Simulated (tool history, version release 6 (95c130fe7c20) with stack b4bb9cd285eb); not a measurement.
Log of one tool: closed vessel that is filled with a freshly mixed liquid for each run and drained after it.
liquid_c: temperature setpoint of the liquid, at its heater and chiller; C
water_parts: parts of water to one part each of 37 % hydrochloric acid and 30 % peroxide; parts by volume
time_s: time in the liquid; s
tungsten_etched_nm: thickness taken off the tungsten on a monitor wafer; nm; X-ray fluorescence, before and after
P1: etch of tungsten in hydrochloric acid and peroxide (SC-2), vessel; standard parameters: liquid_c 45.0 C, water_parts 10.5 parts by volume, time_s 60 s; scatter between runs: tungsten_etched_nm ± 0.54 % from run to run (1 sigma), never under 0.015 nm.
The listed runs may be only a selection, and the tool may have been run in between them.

run	hour	liquid_c	water_parts	time_s	hours since the thermometer was replaced	hours since the chemicals flow meter was replaced	hours since the drum of peroxide was connected	tungsten_etched_nm
1	5.8	45.0	10.5	60	353.5	1038.0	500.2	12.1360
2	8.8	35.0	10.5	60	356.5	1041.0	503.2	5.9621
3	13.5	45.0	10.5	115	361.2	1045.7	507.9	23.3650
4	16.6	45.0	17.5	60	364.3	1048.8	511.0	7.7838
5	22.0	45.0	16.0	85	369.7	1054.2	516.4	12.0930
6	27.3	45.0	10.5	60	375.0	1059.5	521.7	12.1730
7	31.8	37.5	16.5	60	379.5	1064.0	526.2	4.8793
8	35.4	45.0	10.5	30	383.1	1067.6	529.8	6.0847
# hour 40.4: new drum of peroxide connected
9	40.7	53.5	10.5	60	388.4	1072.9	0.3	21.5100
10	46.1	45.0	10.5	60	393.8	1078.3	5.7	12.2070
11	49.9	45.0	4.0	60	397.6	1082.1	9.5	25.2560
12	55.6	45.0	15.5	85	403.3	1087.8	15.2	12.4470
13	61.9	45.0	10.5	60	409.6	1094.1	21.5	12.2300
14	66.3	45.0	10.5	60	414.0	1098.5	25.9	12.0050
15	70.5	45.0	10.5	60	418.2	1102.7	30.1	12.1720
16	75.1	45.0	10.5	60	422.8	1107.3	34.7	12.4650
17	78.0	45.0	10.5	60	425.7	1110.2	37.6	12.9340
18	83.7	45.0	10.5	60	431.4	1115.9	43.3	12.9770
19	89.7	45.0	10.5	60	437.4	1121.9	49.3	13.0110
20	94.4	45.0	10.5	60	442.1	1126.6	54.0	13.0490
21	98.0	45.0	10.5	60	445.7	1130.2	57.6	13.0630
22	103.2	45.0	10.5	60	450.9	1135.4	62.8	13.2140

Something has made what P1 gives creep away from where it was; the 2 causes below, each at its own stated size, fit the log equally well:
A: liquid hotter than its thermometer reads (K) = 1.15
B: chemicals flow above the setpoint (%) = 9.9
The onset of the drift is placed at about hour 70.5.
All other causes, with the reason each is excluded:
peroxide weaker than its label (%): at its largest 8, which would move tungsten_etched_nm by -7.4 %, too little to match the creep or of the wrong sign

You are offered 4 check runs, listed below with question marks in place of their results; each one averages 5 wafers. Which run separates the listed causes by giving clearly different results for each?
check 1	108.4	45.0	17.0	30				?
check 2	108.4	45.0	16.5	105				?
check 3	108.4	35.0	4.0	60				?
check 4	108.4	35.0	10.5	60				?

Predicted outcomes, by check and by cause:
check	result	if A	if B
check 1	tungsten_etched_nm	4.3328	4.3553
check 2	tungsten_etched_nm	15.5750	15.6510
check 3	tungsten_etched_nm	13.5590	13.2620
check 4	tungsten_etched_nm	6.5081	6.4736
Distance between the nearest two causes, measured in the result of the check that separates them most: check 1 0.52 %; check 2 0.49 %; check 3 2.21 %; check 4 0.53 %
Of the check runs offered, only check 3 discriminates between the causes; the rest would read about the same regardless of which cause applies.

Running check 3 produced the following: tungsten_etched_nm 13.6100 nm. Which one of the listed causes fits?

The cause is A: liquid hotter than its thermometer reads (K).
